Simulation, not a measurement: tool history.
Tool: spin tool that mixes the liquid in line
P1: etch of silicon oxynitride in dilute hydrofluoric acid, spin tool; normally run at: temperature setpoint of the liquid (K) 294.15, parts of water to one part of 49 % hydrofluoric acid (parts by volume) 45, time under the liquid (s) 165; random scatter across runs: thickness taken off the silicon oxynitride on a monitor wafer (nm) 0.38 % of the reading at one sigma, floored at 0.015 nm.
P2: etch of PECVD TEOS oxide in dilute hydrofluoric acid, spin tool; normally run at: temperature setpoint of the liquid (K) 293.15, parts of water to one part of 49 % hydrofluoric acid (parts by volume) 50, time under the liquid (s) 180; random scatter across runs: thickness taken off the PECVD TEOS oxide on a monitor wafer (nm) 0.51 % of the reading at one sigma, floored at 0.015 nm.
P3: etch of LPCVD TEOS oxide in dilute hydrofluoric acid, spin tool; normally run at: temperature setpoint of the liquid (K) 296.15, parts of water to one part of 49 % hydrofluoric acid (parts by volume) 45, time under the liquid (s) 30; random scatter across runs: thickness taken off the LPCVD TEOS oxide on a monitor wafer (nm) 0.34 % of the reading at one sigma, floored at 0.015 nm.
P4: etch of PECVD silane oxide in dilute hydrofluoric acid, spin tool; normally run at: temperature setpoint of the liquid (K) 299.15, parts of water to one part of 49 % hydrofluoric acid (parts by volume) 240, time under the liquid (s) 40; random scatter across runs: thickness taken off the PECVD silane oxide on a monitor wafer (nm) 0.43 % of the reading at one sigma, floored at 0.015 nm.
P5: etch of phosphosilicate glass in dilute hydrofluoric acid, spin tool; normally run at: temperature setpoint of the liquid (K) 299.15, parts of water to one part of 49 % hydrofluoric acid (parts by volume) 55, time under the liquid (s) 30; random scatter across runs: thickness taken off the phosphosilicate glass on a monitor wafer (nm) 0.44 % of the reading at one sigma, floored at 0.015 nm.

run,day,process that ran,temperature setpoint of the liquid (K),parts of water to one part of 49 % hydrofluoric acid (parts by volume),time under the liquid (s),hours since the thermometer was replaced,hours since the hydrofluoric acid flow meter was replaced,thickness taken off the silicon oxynitride on a monitor wafer (nm),thickness taken off the PECVD TEOS oxide on a monitor wafer (nm),thickness taken off the LPCVD TEOS oxide on a monitor wafer (nm),thickness taken off the phosphosilicate glass on a monitor wafer (nm),thickness taken off the PECVD silane oxide on a monitor wafer (nm)
1,0.133,P1,294.15,45,165,1400.7,828.8,8.5377,,,,
2,0.25,P1,294.15,75,165,1403.5,831.6,5.0447,,,,
3,0.375,P2,290.15,50,180,1406.5,834.6,,25.735,,,
4,0.496,P3,296.15,45,30,1409.4,837.5,,,25.482,,
5,0.675,P1,290.15,45,165,1413.7,841.8,6.9805,,,,
6,0.854,P3,296.15,45,30,1418,846.1,,,25.515,,
7,1.029,P3,290.15,45,30,1422.2,850.3,,,19.71,,
8,1.146,P2,293.15,50,180,1425,853.1,,29.345,,,
9,1.362,P5,299.15,55,15,1430.2,858.3,,,,26.147,
10,1.546,P1,294.15,45,165,1434.6,862.7,8.6176,,,,
11,1.762,P1,294.15,45,240,1439.8,867.9,12.495,,,,
12,1.938,P3,296.15,20,30,1444,872.1,,,59.495,,
13,2.183,P1,294.15,45,15,1449.9,878,0.76911,,,,
14,2.333,P3,296.15,45,15,1453.5,881.6,,,12.778,,
# day 2.462: thermometer replaced
15,2.504,P4,299.15,240,40,1.1,885.7,,,,,7.0804
16,2.658,P1,299.15,45,165,4.8,889.4,10.969,,,,
17,2.767,P4,299.15,85,40,7.4,892,,,,,23.973
18,2.921,P5,307.15,55,30,11.1,895.7,,,,71.951,
19,3.092,P2,293.15,50,180,15.2,899.8,,29.217,,,
20,3.217,P1,294.15,25,165,18.2,902.8,15.536,,,,
21,3.454,P2,293.15,90,180,23.9,908.5,,15.363,,,
22,3.683,P5,299.15,20,30,29.4,914,,,,152.26,
23,3.892,P4,299.15,240,65,34.4,919,,,,,11.42
24,4.004,P4,306.15,240,40,37.1,921.7,,,,,8.9637
25,4.171,P1,294.15,45,165,41.1,925.7,8.6055,,,,
26,4.358,P1,290.15,65,165,45.6,930.2,4.7249,,,,
27,4.583,P1,294.15,45,165,51,935.6,8.4685,,,,
28,4.821,P5,299.15,55,30,56.7,941.3,,,,52.277,
29,4.933,P2,293.15,50,305,59.4,944,,49.062,,,
30,5.096,P1,294.15,45,165,63.3,947.9,8.5355,,,,
31,5.221,P1,294.15,45,165,66.3,950.9,8.4835,,,,
32,5.4,P1,294.15,45,165,70.6,955.2,8.8427,,,,
33,5.633,P1,294.15,45,165,76.2,960.8,8.911,,,,
34,5.875,P1,294.15,45,165,82,966.6,9.0581,,,,
35,6.042,P1,294.15,45,165,86,970.6,9.1405,,,,
36,6.246,P1,294.15,45,165,90.9,975.5,9.1389,,,,
37,6.475,P1,294.15,45,165,96.4,981,9.166,,,,
38,6.604,P1,294.15,45,165,99.5,984.1,9.142,,,,

The output of P1 has drifted from where it used to be. Each of the 2 causes below, taken at the size shown beside it, accounts for the log equally well:
A: liquid hotter than its thermometer reads (K) = 1.39
B: hydrofluoric acid flow above the setpoint (%) = 6.9
Creep in the process output first set in at about day 5.221.

Question marks stand in for the results of the 4 check runs listed below, each run on one wafer. Under which run would the listed causes show clearly different results?
check 1,6.733,P4,305.15,240,40,,,,,,,?
check 2,6.733,P2,290.15,50,180,,,,?,,,
check 3,6.733,P5,299.15,20,30,,,,,,?,
check 4,6.733,P3,291.65,25,30,,,,,?,,

What every check run would give for each of its results, assuming each possible cause in turn:
check,result,if A,if B
check 1,thickness taken off the PECVD silane oxide on a monitor wafer (nm),9.0694,9.4454
check 2,thickness taken off the PECVD TEOS oxide on a monitor wafer (nm),27.204,27.484
check 3,thickness taken off the phosphosilicate glass on a monitor wafer (nm),160.89,162.67
check 4,thickness taken off the LPCVD TEOS oxide on a monitor wafer (nm),41.39,41.719
Gap, in per cent, between the two causes that each check separates least, read from the result that separates them most: check 1 4.06 %; check 2 1.03 %; check 3 1.1 %; check 4 0.79 %
Only in check 1 would the causes give clearly different results; in the remaining checks their results would be nearly the same.

Then check 1 was run and gave: thickness taken off the PECVD silane oxide on a monitor wafer (nm) 9.4797. Which cause is it?

The correct cause is B, namely: hydrofluoric acid flow above the setpoint (%).
